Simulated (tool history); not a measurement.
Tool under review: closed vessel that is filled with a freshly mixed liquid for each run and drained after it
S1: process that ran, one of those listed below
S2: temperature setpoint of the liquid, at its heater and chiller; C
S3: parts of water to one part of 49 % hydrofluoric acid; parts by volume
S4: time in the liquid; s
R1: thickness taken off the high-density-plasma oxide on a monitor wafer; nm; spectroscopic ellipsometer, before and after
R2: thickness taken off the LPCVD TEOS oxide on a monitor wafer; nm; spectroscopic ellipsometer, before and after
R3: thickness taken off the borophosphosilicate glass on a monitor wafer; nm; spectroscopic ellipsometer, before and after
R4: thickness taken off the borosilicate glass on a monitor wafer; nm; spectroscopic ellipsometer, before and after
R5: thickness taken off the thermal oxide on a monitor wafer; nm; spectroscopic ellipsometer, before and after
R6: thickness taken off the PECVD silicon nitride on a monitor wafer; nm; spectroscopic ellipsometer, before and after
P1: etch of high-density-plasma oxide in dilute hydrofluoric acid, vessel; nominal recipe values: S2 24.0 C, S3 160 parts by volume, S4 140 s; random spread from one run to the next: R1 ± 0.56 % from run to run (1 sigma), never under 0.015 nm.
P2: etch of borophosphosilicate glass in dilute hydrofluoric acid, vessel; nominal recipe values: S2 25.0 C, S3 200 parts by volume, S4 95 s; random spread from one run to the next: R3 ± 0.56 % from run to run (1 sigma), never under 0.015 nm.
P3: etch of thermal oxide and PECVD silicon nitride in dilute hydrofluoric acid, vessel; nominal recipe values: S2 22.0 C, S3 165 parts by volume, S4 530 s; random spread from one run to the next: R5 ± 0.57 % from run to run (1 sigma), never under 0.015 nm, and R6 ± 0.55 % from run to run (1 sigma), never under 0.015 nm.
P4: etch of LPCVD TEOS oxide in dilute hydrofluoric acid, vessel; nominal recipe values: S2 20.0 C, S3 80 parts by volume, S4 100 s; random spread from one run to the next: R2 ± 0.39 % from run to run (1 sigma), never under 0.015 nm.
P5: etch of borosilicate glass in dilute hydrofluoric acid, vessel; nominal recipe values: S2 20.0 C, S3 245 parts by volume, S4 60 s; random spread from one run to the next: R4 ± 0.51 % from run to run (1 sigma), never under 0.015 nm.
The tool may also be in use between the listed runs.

run     day  S1    S2   S3    S4       R1      R2       R3      R4       R5       R6
  1   0.446  P1  24.0  160   140  5.08670
  2   1.004  P4  20.0   80   100           48.617
  3   1.304  P4  20.0   80   165           80.437
  4   1.596  P2  25.0   65    95                   126.180
  5   1.888  P5  20.0  245    95                            8.3712
  6   2.208  P5  20.0  410    60                            2.7533
  7   2.842  P1  32.5  160   140  6.97590
  8   3.296  P2  25.0  200   140                    51.410
  9   3.875  P5  20.0  245    60                            5.3149
 10   4.279  P4  17.0   80   100           42.968
 11   4.717  P1  24.0  160   140  5.10390
 12   5.338  P3  22.0  290   530                                     6.6199   9.2712
 13   5.971  P1  24.0  160   140  5.16290
 14   6.425  P1  24.0  100   140  8.79950
 15   6.825  P4  20.0  145   100           25.087
 16   7.467  P4  20.0   80   100           48.972
 17   7.767  P1  24.0  160   140  5.12020
 18   8.112  P1  24.0  160    50  1.82350
 19   8.696  P1  24.0  275   140  2.60250
 20   9.212  P5  17.0  245    60                            4.7260
 21   9.679  P1  24.0  160   140  5.10270
 22  10.058  P2  31.5  200    95                    43.716
 23  10.371  P2  25.0  200    95                    35.134
 24  10.796  P1  24.0   95    75  4.96350
 25  11.358  P3  22.0  165   530                                    13.2240  16.2710
 26  11.779  P1  18.0  160   140  4.05360
 27  12.088  P2  25.0  200    95                    34.779
 28  12.712  P1  24.0  160   250  9.12560
 29  13.317  P1  24.0  160   140  5.09910
 30  13.871  P1  24.0  160   140  5.06690
 31  14.283  P3  17.0  165   530                                    10.8140  11.5870
 32  14.629  P3  22.0  165   530                                    13.2340  16.2780
 33  14.933  P3  22.0  165  1035                                    25.7320  31.3650
 34  15.517  P1  24.0  250    45  0.95566
 35  16.150  P1  24.0  160   140  5.10580
 36  16.596  P1  24.0  160   140  5.24350
 37  17.188  P1  24.0  160   140  5.31720
 38  17.675  P1  24.0  160   140  5.44460
 39  18.004  P1  24.0  160   140  5.43580
 40  18.633  P1  24.0  160   140  5.42770
 41  19.121  P1  24.0  160   140  5.53890
 42  19.725  P1  24.0  160   140  5.52490
 43  20.150  P1  24.0  160   140  5.53140
 44  20.604  P1  24.0  160   140  5.53510
 45  20.900  P1  24.0  160   140  5.53270
 46  21.417  P1  24.0  160   140  5.54800

What P1 gives has crept away from where it was. These 2 causes fit the log equally well, each at the size given:
A: liquid hotter than its thermometer reads (K) = 2.07
B: hydrofluoric acid flow above the setpoint (%) = 6.83
The gradual shift began around day 16.150.

Each of the 4 check runs below uses one wafer; its results are left as question marks. Which run tells the causes apart?
check 1  21.933  P4  20.0  140  150       ?
check 2  21.933  P3  17.0  220  530                   ?   ?
check 3  21.933  P2  30.0  200  135           ?
check 4  21.933  P5  17.0  245   95               ?

Expected result of each check under each candidate cause:
  check  result     if A    if B
check 1      R2   42.452  42.177
check 2      R5   8.3593  8.3430
check 2      R6  10.0580  9.3387
check 3      R3   63.653  64.369
check 4      R4   8.0892  8.0908
Separation of the two closest causes in each check, using whichever result separates them best: check 1 0.65 %; check 2 7.42 %; check 3 1.12 %; check 4 0.02 %
Only in check 2 would the causes give clearly different results; in the remaining checks their results would be nearly the same.

Check 2 was carried out, with these results: R5 8.4192 nm; R6 10.1390 nm. Which of the listed causes is responsible?

The correct cause is A, namely: liquid hotter than its thermometer reads (K).
